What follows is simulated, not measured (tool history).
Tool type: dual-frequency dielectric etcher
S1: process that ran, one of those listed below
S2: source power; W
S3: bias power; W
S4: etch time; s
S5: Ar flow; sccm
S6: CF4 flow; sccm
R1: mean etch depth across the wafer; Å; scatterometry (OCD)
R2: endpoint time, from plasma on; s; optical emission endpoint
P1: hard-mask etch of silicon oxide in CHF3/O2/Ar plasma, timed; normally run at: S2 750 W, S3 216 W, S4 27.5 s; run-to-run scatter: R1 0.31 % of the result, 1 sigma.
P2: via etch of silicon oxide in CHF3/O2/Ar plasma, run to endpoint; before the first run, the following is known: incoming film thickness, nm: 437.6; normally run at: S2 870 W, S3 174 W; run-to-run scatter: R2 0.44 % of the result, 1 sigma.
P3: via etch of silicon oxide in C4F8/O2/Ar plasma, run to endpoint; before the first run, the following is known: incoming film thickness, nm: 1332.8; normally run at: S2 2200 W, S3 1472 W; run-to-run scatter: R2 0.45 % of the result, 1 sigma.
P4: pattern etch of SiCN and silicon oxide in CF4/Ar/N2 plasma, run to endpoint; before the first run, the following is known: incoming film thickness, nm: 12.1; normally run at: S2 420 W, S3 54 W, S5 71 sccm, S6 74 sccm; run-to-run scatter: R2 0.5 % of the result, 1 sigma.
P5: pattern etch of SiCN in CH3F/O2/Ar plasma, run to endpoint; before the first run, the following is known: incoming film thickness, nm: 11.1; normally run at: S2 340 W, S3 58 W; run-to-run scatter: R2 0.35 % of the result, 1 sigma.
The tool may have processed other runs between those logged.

| run | hour | S1 | S2 | S3 | S4 | S5 | S6 | R1 | R2 |
|---|---|---|---|---|---|---|---|---|---|
| 1 | 4.5 | P1 | 750 | 216 | 27.5 |  |  | 636.57 |  |
| 2 | 10.7 | P1 | 750 | 277 | 35.5 |  |  | 893.68 |  |
|  | 15.5 | bias power generator calibrated |
| 3 | 15.7 | P3 | 2200 | 1472 |  |  |  |  | 263.07 |
| 4 | 21.2 | P2 | 870 | 174 |  |  |  |  | 192.88 |
| 5 | 24.9 | P2 | 870 | 108 |  |  |  |  | 223.82 |
| 6 | 30.7 | P5 | 250 | 58 |  |  |  |  | 37.667 |
| 7 | 36.3 | P1 | 500 | 216 | 40 |  |  | 795.26 |  |
| 8 | 41.1 | P5 | 340 | 58 |  |  |  |  | 33.151 |
| 9 | 45.1 | P1 | 750 | 216 | 27.5 |  |  | 635.66 |  |
| 10 | 50.1 | P1 | 750 | 270 | 27.5 |  |  | 684.51 |  |
| 11 | 56.1 | P2 | 870 | 174 |  |  |  |  | 193.51 |
| 12 | 59.3 | P2 | 1160 | 174 |  |  |  |  | 173.05 |
| 13 | 65.5 | P4 | 340 | 54 |  | 71 | 74 |  | 19.178 |
| 14 | 70.7 | P1 | 750 | 216 | 27.5 |  |  | 635.38 |  |
| 15 | 74.6 | P3 | 2200 | 1927 |  |  |  |  | 244.12 |
| 16 | 77.9 | P1 | 750 | 216 | 39 |  |  | 901.57 |  |
| 17 | 81.4 | P4 | 420 | 54 |  | 71 | 74 |  | 15.736 |
| 18 | 86 | P4 | 420 | 39 |  | 71 | 74 |  | 17.48 |
| 19 | 90.6 | P4 | 420 | 54 |  | 71 | 74 |  | 15.785 |
| 20 | 96.4 | P5 | 340 | 75 |  |  |  |  | 30.403 |
| 21 | 99.9 | P3 | 1600 | 1472 |  |  |  |  | 299.98 |
| 22 | 106.3 | P1 | 540 | 216 | 27.5 |  |  | 560.56 |  |
|  | 107.1 | source power generator calibrated |
| 23 | 110.4 | P1 | 750 | 216 | 27.5 |  |  | 636.01 |  |
| 24 | 116.2 | P4 | 420 | 54 |  | 71 | 51 |  | 16.745 |
| 25 | 119.7 | P1 | 750 | 170 | 22 |  |  | 468.78 |  |
| 26 | 124.7 | P1 | 750 | 216 | 19.5 |  |  | 449.72 |  |
| 27 | 128.9 | P1 | 750 | 150 | 27.5 |  |  | 562.65 |  |
| 28 | 133.5 | P4 | 420 | 54 |  | 85 | 74 |  | 16.261 |
| 29 | 138.6 | P5 | 340 | 58 |  |  |  |  | 33.653 |
| 30 | 141.4 | P1 | 1050 | 216 | 27.5 |  |  | 719.09 |  |
| 31 | 145 | P1 | 750 | 216 | 27.5 |  |  | 636.65 |  |
| 32 | 148.2 | P1 | 750 | 216 | 27.5 |  |  | 636.61 |  |
| 33 | 154 | P1 | 750 | 216 | 27.5 |  |  | 640.05 |  |
| 34 | 160.4 | P1 | 750 | 216 | 27.5 |  |  | 639.99 |  |
| 35 | 166.3 | P1 | 750 | 216 | 27.5 |  |  | 640.39 |  |
| 36 | 169.8 | P1 | 750 | 216 | 27.5 |  |  | 641.75 |  |
| 37 | 175.9 | P1 | 750 | 216 | 27.5 |  |  | 645.55 |  |
| 38 | 181.7 | P1 | 750 | 216 | 27.5 |  |  | 641.87 |  |
|  | 184.6 | wet clean of the chamber |
| 39 | 186.1 | P1 | 750 | 216 | 27.5 |  |  | 644.29 |  |
| 40 | 189.9 | P1 | 750 | 216 | 27.5 |  |  | 644.35 |  |
| 41 | 196.3 | P1 | 750 | 216 | 27.5 |  |  | 646.52 |  |
| 42 | 199.8 | P1 | 750 | 216 | 27.5 |  |  | 642.2 |  |

Compared with where it was, what P1 gives has crept away. Each cause listed below fits the log as well as the rest, at the size given for it:
A: source power that arrives over what is set, % = 4.1
B: bias power that arrives over what is set, % = 4.54
The drift started at roughly hour 145.
What rules out each remaining cause:
chamber walls in a state that raises the etch rate, %: its service at hour 184.6 followed the start of the drift and did not put the process back to its old value

Consider the 4 check runs below, whose results appear as question marks and each of which averages 3 wafers. Which one distinguishes the causes, in that each cause would give it a clearly different result?
| check 1 | 203.3 | P3 | 2200 | 1472 |  |  |  |  | ? |
| check 2 | 203.3 | P5 | 340 | 58 |  |  |  |  | ? |
| check 3 | 203.3 | P2 | 870 | 174 |  |  |  |  | ? |
| check 4 | 203.3 | P4 | 420 | 54 |  | 71 | 74 |  | ? |

How each check would come out, cause by cause:
| check | result | if A | if B |
|---|---|---|---|
| check 1 | R2 | 258.64 | 259.82 |
| check 2 | R2 | 32.895 | 32.897 |
| check 3 | R2 | 191.22 | 191.42 |
| check 4 | R2 | 15.254 | 15.604 |
Per check, the gap between the least separated pair of causes, taken in the result that splits them most: check 1 0.46 %; check 2 0.01 %; check 3 0.1 %; check 4 2.27 %
Check 4 tells the causes apart: in the others they would give nearly the same result.

After running check 4, the following was obtained: R2 15.266 s. Which cause does this point to?

It was cause A: source power that arrives over what is set, %.
